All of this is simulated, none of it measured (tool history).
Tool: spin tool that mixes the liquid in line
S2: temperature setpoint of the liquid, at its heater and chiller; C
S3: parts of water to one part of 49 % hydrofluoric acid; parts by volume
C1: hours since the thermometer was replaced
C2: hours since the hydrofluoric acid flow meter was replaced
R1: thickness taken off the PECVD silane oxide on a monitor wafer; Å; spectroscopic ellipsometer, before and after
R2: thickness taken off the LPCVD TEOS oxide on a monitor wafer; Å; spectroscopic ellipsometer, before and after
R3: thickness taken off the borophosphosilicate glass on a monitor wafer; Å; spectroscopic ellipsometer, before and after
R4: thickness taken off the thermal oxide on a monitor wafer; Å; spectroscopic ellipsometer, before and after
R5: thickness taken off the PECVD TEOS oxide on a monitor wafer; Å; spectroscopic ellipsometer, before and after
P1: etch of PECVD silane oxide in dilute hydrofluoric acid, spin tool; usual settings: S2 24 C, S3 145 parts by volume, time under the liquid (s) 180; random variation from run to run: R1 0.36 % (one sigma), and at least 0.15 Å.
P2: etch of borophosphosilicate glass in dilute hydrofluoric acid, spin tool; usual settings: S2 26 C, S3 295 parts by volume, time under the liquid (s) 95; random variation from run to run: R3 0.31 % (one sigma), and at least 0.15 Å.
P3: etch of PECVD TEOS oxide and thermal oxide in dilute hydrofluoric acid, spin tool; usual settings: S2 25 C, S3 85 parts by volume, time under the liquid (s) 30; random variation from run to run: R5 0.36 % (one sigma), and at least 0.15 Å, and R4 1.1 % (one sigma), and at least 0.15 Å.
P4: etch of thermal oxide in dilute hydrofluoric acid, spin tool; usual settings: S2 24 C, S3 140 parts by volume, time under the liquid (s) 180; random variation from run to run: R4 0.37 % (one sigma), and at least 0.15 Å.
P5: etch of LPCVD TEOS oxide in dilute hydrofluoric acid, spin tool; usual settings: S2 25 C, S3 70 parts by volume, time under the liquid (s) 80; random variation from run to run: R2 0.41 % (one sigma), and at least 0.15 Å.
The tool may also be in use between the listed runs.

{"run": 1, "hour": 3.2, "process that ran": "P1", "S2": 24, "S3": 145, "time under the liquid (s)": 180, "C1": 328.2, "C2": 287.4, "R1": 283.78}
{"run": 2, "hour": 8.6, "process that ran": "P5", "S2": 25, "S3": 125, "time under the liquid (s)": 80, "C1": 333.6, "C2": 292.8, "R2": 221.57}
{"run": 3, "hour": 11.0, "process that ran": "P1", "S2": 24, "S3": 95, "time under the liquid (s)": 320, "C1": 336, "C2": 295.2, "R1": 814.63}
{"run": 4, "hour": 15.2, "process that ran": "P2", "S2": 26, "S3": 295, "time under the liquid (s)": 20, "C1": 340.2, "C2": 299.4, "R3": 19.917}
{"run": 5, "hour": 19.6, "process that ran": "P2", "S2": 26, "S3": 545, "time under the liquid (s)": 95, "C1": 344.6, "C2": 303.8, "R3": 40.303}
{"run": 6, "hour": 23.4, "process that ran": "P1", "S2": 24, "S3": 215, "time under the liquid (s)": 180, "C1": 348.4, "C2": 307.6, "R1": 176.73}
{"run": 7, "hour": 28.5, "process that ran": "P5", "S2": 32.5, "S3": 70, "time under the liquid (s)": 80, "C1": 353.5, "C2": 312.7, "R2": 563.94}
{"run": 8, "hour": 31.1, "process that ran": "P4", "S2": 24, "S3": 215, "time under the liquid (s)": 180, "C1": 356.1, "C2": 315.3, "R4": 33.548}
{"run": 9, "hour": 34.5, "process that ran": "P3", "S2": 25, "S3": 150, "time under the liquid (s)": 30, "C1": 359.5, "C2": 318.7, "R4": 9.5599, "R5": 47.114}
{"run": 10, "hour": 38.0, "process that ran": "P4", "S2": 24, "S3": 140, "time under the liquid (s)": 180, "C1": 363, "C2": 322.2, "R4": 56.029}
{"run": 11, "hour": 41.5, "process that ran": "P1", "S2": 24, "S3": 145, "time under the liquid (s)": 180, "C1": 366.5, "C2": 325.7, "R1": 282.23}
{"run": 12, "hour": 44.4, "process that ran": "P4", "S2": 30.5, "S3": 140, "time under the liquid (s)": 180, "C1": 369.4, "C2": 328.6, "R4": 71.489}
{"run": 13, "hour": 49.0, "process that ran": "P1", "S2": 29, "S3": 145, "time under the liquid (s)": 180, "C1": 374, "C2": 333.2, "R1": 341.65}
{"run": 14, "hour": 51.4, "process that ran": "P1", "S2": 24, "S3": 145, "time under the liquid (s)": 20, "C1": 376.4, "C2": 335.6, "R1": 31.306}
{"run": 15, "hour": 56.4, "process that ran": "P2", "S2": 26, "S3": 295, "time under the liquid (s)": 95, "C1": 381.4, "C2": 340.6, "R3": 94.122}
{"hour": 58.6, "done": "thermometer replaced"}
{"run": 16, "hour": 60.7, "process that ran": "P1", "S2": 30.5, "S3": 195, "time under the liquid (s)": 180, "C1": 2.1, "C2": 344.9, "R1": 248.75}
{"run": 17, "hour": 66.0, "process that ran": "P5", "S2": 25, "S3": 70, "time under the liquid (s)": 80, "C1": 7.4, "C2": 350.2, "R2": 421.82}
{"run": 18, "hour": 71.2, "process that ran": "P1", "S2": 20, "S3": 145, "time under the liquid (s)": 180, "C1": 12.6, "C2": 355.4, "R1": 240.53}
{"run": 19, "hour": 73.9, "process that ran": "P3", "S2": 25, "S3": 85, "time under the liquid (s)": 45, "C1": 15.3, "C2": 358.1, "R4": 26.418, "R5": 135.19}
{"run": 20, "hour": 78.7, "process that ran": "P1", "S2": 24, "S3": 145, "time under the liquid (s)": 180, "C1": 20.1, "C2": 362.9, "R1": 282.39}
{"run": 21, "hour": 82.0, "process that ran": "P1", "S2": 24, "S3": 145, "time under the liquid (s)": 180, "C1": 23.4, "C2": 366.2, "R1": 281.72}
{"run": 22, "hour": 86.8, "process that ran": "P3", "S2": 19, "S3": 85, "time under the liquid (s)": 30, "C1": 28.2, "C2": 371, "R4": 13.711, "R5": 70.496}
{"run": 23, "hour": 90.8, "process that ran": "P1", "S2": 24, "S3": 30, "time under the liquid (s)": 180, "C1": 32.2, "C2": 375, "R1": 1573}
{"run": 24, "hour": 96.0, "process that ran": "P4", "S2": 24, "S3": 140, "time under the liquid (s)": 180, "C1": 37.4, "C2": 380.2, "R4": 55.979}
{"run": 25, "hour": 98.7, "process that ran": "P1", "S2": 19.5, "S3": 145, "time under the liquid (s)": 85, "C1": 40.1, "C2": 382.9, "R1": 111.61}
{"run": 26, "hour": 104.2, "process that ran": "P1", "S2": 24, "S3": 145, "time under the liquid (s)": 180, "C1": 45.6, "C2": 388.4, "R1": 282.6}
{"run": 27, "hour": 106.9, "process that ran": "P5", "S2": 25, "S3": 70, "time under the liquid (s)": 145, "C1": 48.3, "C2": 391.1, "R2": 764.38}
{"run": 28, "hour": 112.2, "process that ran": "P4", "S2": 24, "S3": 140, "time under the liquid (s)": 55, "C1": 53.6, "C2": 396.4, "R4": 17.271}
{"run": 29, "hour": 115.7, "process that ran": "P2", "S2": 18, "S3": 295, "time under the liquid (s)": 95, "C1": 57.1, "C2": 399.9, "R3": 70.498}
{"run": 30, "hour": 120.5, "process that ran": "P5", "S2": 25, "S3": 70, "time under the liquid (s)": 80, "C1": 61.9, "C2": 404.7, "R2": 424.42}
{"run": 31, "hour": 123.7, "process that ran": "P3", "S2": 25, "S3": 85, "time under the liquid (s)": 30, "C1": 65.1, "C2": 407.9, "R4": 17.687, "R5": 90.297}
{"run": 32, "hour": 126.9, "process that ran": "P1", "S2": 24, "S3": 145, "time under the liquid (s)": 280, "C1": 68.3, "C2": 411.1, "R1": 440.65}
{"run": 33, "hour": 129.4, "process that ran": "P1", "S2": 24, "S3": 145, "time under the liquid (s)": 180, "C1": 70.8, "C2": 413.6, "R1": 283.05}
{"run": 34, "hour": 134.5, "process that ran": "P1", "S2": 24, "S3": 145, "time under the liquid (s)": 180, "C1": 75.9, "C2": 418.7, "R1": 282.79}
{"run": 35, "hour": 139.4, "process that ran": "P1", "S2": 24, "S3": 145, "time under the liquid (s)": 180, "C1": 80.8, "C2": 423.6, "R1": 272.84}
{"run": 36, "hour": 143.2, "process that ran": "P1", "S2": 24, "S3": 145, "time under the liquid (s)": 180, "C1": 84.6, "C2": 427.4, "R1": 270.45}
{"run": 37, "hour": 146.3, "process that ran": "P1", "S2": 24, "S3": 145, "time under the liquid (s)": 180, "C1": 87.7, "C2": 430.5, "R1": 268.13}
{"run": 38, "hour": 151.7, "process that ran": "P1", "S2": 24, "S3": 145, "time under the liquid (s)": 180, "C1": 93.1, "C2": 435.9, "R1": 266.58}
{"run": 39, "hour": 156.5, "process that ran": "P1", "S2": 24, "S3": 145, "time under the liquid (s)": 180, "C1": 97.9, "C2": 440.7, "R1": 265.46}
{"run": 40, "hour": 161.0, "process that ran": "P1", "S2": 24, "S3": 145, "time under the liquid (s)": 180, "C1": 102.4, "C2": 445.2, "R1": 263.99}
{"run": 41, "hour": 163.7, "process that ran": "P1", "S2": 24, "S3": 145, "time under the liquid (s)": 180, "C1": 105.1, "C2": 447.9, "R1": 262.22}
{"run": 42, "hour": 167.2, "process that ran": "P1", "S2": 24, "S3": 145, "time under the liquid (s)": 180, "C1": 108.6, "C2": 451.4, "R1": 261.05}
{"run": 43, "hour": 172.3, "process that ran": "P1", "S2": 24, "S3": 145, "time under the liquid (s)": 180, "C1": 113.7, "C2": 456.5, "R1": 261.01}

What P1 gives has crept away from where it was. These 2 causes fit the log equally well, each at the size given:
A: hydrofluoric acid flow below the setpoint (%) = 6.33
B: liquid colder than its thermometer reads (K) = 1.98
The creep began at about hour 134.5.

4 check runs are offered, each on 2 wafers whose results are averaged, their results left as question marks. Which one tells the causes apart?
{"run": "check 1", "hour": 177.4, "process that ran": "P2", "S2": 26, "S3": 485, "time under the liquid (s)": 95, "R3": "?"}
{"run": "check 2", "hour": 177.4, "process that ran": "P4", "S2": 29.5, "S3": 140, "time under the liquid (s)": 105, "R4": "?"}
{"run": "check 3", "hour": 177.4, "process that ran": "P5", "S2": 28, "S3": 70, "time under the liquid (s)": 115, "R2": "?"}
{"run": "check 4", "hour": 177.4, "process that ran": "P3", "S2": 22, "S3": 145, "time under the liquid (s)": 30, "R4": "?", "R5": "?"}

What each check would give under each cause:
check=check_1 result=R3 if_A=43.672 if_B=45.102
check=check_2 result=R4 if_A=37.078 if_B=37.259
check=check_3 result=R2 if_A=636.27 if_B=632.37
check=check_4 result=R4 if_A=7.958 if_B=7.9408
check=check_4 result=R5 if_A=40.569 if_B=40.482
How far apart the two closest causes lie, in the result that separates them most: check 1 3.22 %; check 2 0.49 %; check 3 0.61 %; check 4 0.22 %
Check 1 tells the causes apart: in the others they would give nearly the same result.

Check 1 was then run and gave: R3 43.52 Å. Which cause is it?

It is A: hydrofluoric acid flow below the setpoint (%).
